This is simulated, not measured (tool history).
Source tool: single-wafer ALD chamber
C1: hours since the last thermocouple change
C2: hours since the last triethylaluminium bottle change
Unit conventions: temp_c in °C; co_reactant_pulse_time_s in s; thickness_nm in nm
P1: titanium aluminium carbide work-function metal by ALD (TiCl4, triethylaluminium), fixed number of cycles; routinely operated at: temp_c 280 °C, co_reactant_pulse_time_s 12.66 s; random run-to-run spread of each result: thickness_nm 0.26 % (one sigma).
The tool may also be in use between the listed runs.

Run 1, day 0.175: temp_c 280 °C, co_reactant_pulse_time_s 12.66 s; C1 318.0; C2 70.7. Result: thickness_nm 1.8725 nm.
Run 2, day 0.292: temp_c 256 °C, co_reactant_pulse_time_s 16.76 s; C1 320.8; C2 73.5. Result: thickness_nm 1.6865 nm.
Run 3, day 0.383: temp_c 296 °C, co_reactant_pulse_time_s 16.97 s; C1 323.0; C2 75.7. Result: thickness_nm 2.0354 nm.
Run 4, day 0.562: temp_c 297 °C, co_reactant_pulse_time_s 8.05 s; C1 327.3; C2 80.0. Result: thickness_nm 1.9208 nm.
At day 0.612: thermocouple changed; heater temperature recalibrated.
Run 5, day 0.650: temp_c 280 °C, co_reactant_pulse_time_s 12.66 s; C1 0.9; C2 82.1. Result: thickness_nm 1.8578 nm.
Run 6, day 0.796: temp_c 303 °C, co_reactant_pulse_time_s 12.66 s; C1 4.4; C2 85.6. Result: thickness_nm 2.0771 nm.
Run 7, day 0.908: temp_c 280 °C, co_reactant_pulse_time_s 12.66 s; C1 7.1; C2 88.3. Result: thickness_nm 1.8670 nm.
Run 8, day 1.071: temp_c 280 °C, co_reactant_pulse_time_s 5.98 s; C1 11.0; C2 92.2. Result: thickness_nm 1.6514 nm.
Run 9, day 1.254: temp_c 280 °C, co_reactant_pulse_time_s 12.66 s; C1 15.4; C2 96.6. Result: thickness_nm 1.8702 nm.
Run 10, day 1.450: temp_c 280 °C, co_reactant_pulse_time_s 17.82 s; C1 20.1; C2 101.3. Result: thickness_nm 1.8853 nm.
Run 11, day 1.588: temp_c 280 °C, co_reactant_pulse_time_s 12.66 s; C1 23.4; C2 104.6. Result: thickness_nm 1.8778 nm.
Run 12, day 1.775: temp_c 259 °C, co_reactant_pulse_time_s 12.66 s; C1 27.9; C2 109.1. Result: thickness_nm 1.6901 nm.
Run 13, day 1.879: temp_c 280 °C, co_reactant_pulse_time_s 12.66 s; C1 30.4; C2 111.6. Result: thickness_nm 1.8796 nm.
Run 14, day 2.046: temp_c 280 °C, co_reactant_pulse_time_s 12.66 s; C1 34.4; C2 115.6. Result: thickness_nm 1.8655 nm.
Run 15, day 2.196: temp_c 280 °C, co_reactant_pulse_time_s 12.66 s; C1 38.0; C2 119.2. Result: thickness_nm 1.8680 nm.
Run 16, day 2.354: temp_c 280 °C, co_reactant_pulse_time_s 12.66 s; C1 41.8; C2 123.0. Result: thickness_nm 1.8567 nm.
Run 17, day 2.446: temp_c 280 °C, co_reactant_pulse_time_s 12.66 s; C1 44.0; C2 125.2. Result: thickness_nm 1.8479 nm.
Run 18, day 2.638: temp_c 280 °C, co_reactant_pulse_time_s 12.66 s; C1 48.6; C2 129.8. Result: thickness_nm 1.8267 nm.
Run 19, day 2.788: temp_c 280 °C, co_reactant_pulse_time_s 12.66 s; C1 52.2; C2 133.4. Result: thickness_nm 1.8276 nm.
Run 20, day 2.958: temp_c 280 °C, co_reactant_pulse_time_s 12.66 s; C1 56.3; C2 137.5. Result: thickness_nm 1.8243 nm.
Run 21, day 3.112: temp_c 280 °C, co_reactant_pulse_time_s 12.66 s; C1 60.0; C2 141.2. Result: thickness_nm 1.8257 nm.
Run 22, day 3.300: temp_c 280 °C, co_reactant_pulse_time_s 12.66 s; C1 64.5; C2 145.7. Result: thickness_nm 1.8243 nm.
Run 23, day 3.388: temp_c 280 °C, co_reactant_pulse_time_s 12.66 s; C1 66.6; C2 147.8. Result: thickness_nm 1.8125 nm.

Something has made what P1 gives creep away from where it was; the 2 causes below, each at its own stated size, fit the log equally well:
A: triethylaluminium dose below that of a fresh bottle (%) = 25.7
B: wafer temperature below the value expected at the setpoint (K) = 5.74
At approximately day 2.196, the process output began to creep.

The check runs listed below each take one wafer, and their results are still question marks. Under which run would the listed causes lead to clearly different results?
Run check 1, day 3.475: temp_c 290 °C, co_reactant_pulse_time_s 12.66 s. Result: thickness_nm ?.
Run check 2, day 3.475: temp_c 262 °C, co_reactant_pulse_time_s 12.66 s. Result: thickness_nm ?.
Run check 3, day 3.475: temp_c 303 °C, co_reactant_pulse_time_s 12.66 s. Result: thickness_nm ?.
Run check 4, day 3.475: temp_c 292 °C, co_reactant_pulse_time_s 6.77 s. Result: thickness_nm ?.

If the cause were each of the candidates in turn, the checks would give the following:
  check        result    if A    if B
check 1  thickness_nm  1.9064  1.9081
check 2  thickness_nm  1.6696  1.6665
check 3  thickness_nm  2.0186  2.0228
check 4  thickness_nm  1.6484  1.7615
How far apart the two closest causes lie, in the result that separates them most: check 1 0.09 %; check 2 0.19 %; check 3 0.21 %; check 4 6.64 %
Only in check 4 would the causes give clearly different results; in the remaining checks their results would be nearly the same.

After running check 4, the following was obtained: thickness_nm 1.7611 nm. Which cause does this point to?

B is the cause: wafer temperature below the value expected at the setpoint (K).

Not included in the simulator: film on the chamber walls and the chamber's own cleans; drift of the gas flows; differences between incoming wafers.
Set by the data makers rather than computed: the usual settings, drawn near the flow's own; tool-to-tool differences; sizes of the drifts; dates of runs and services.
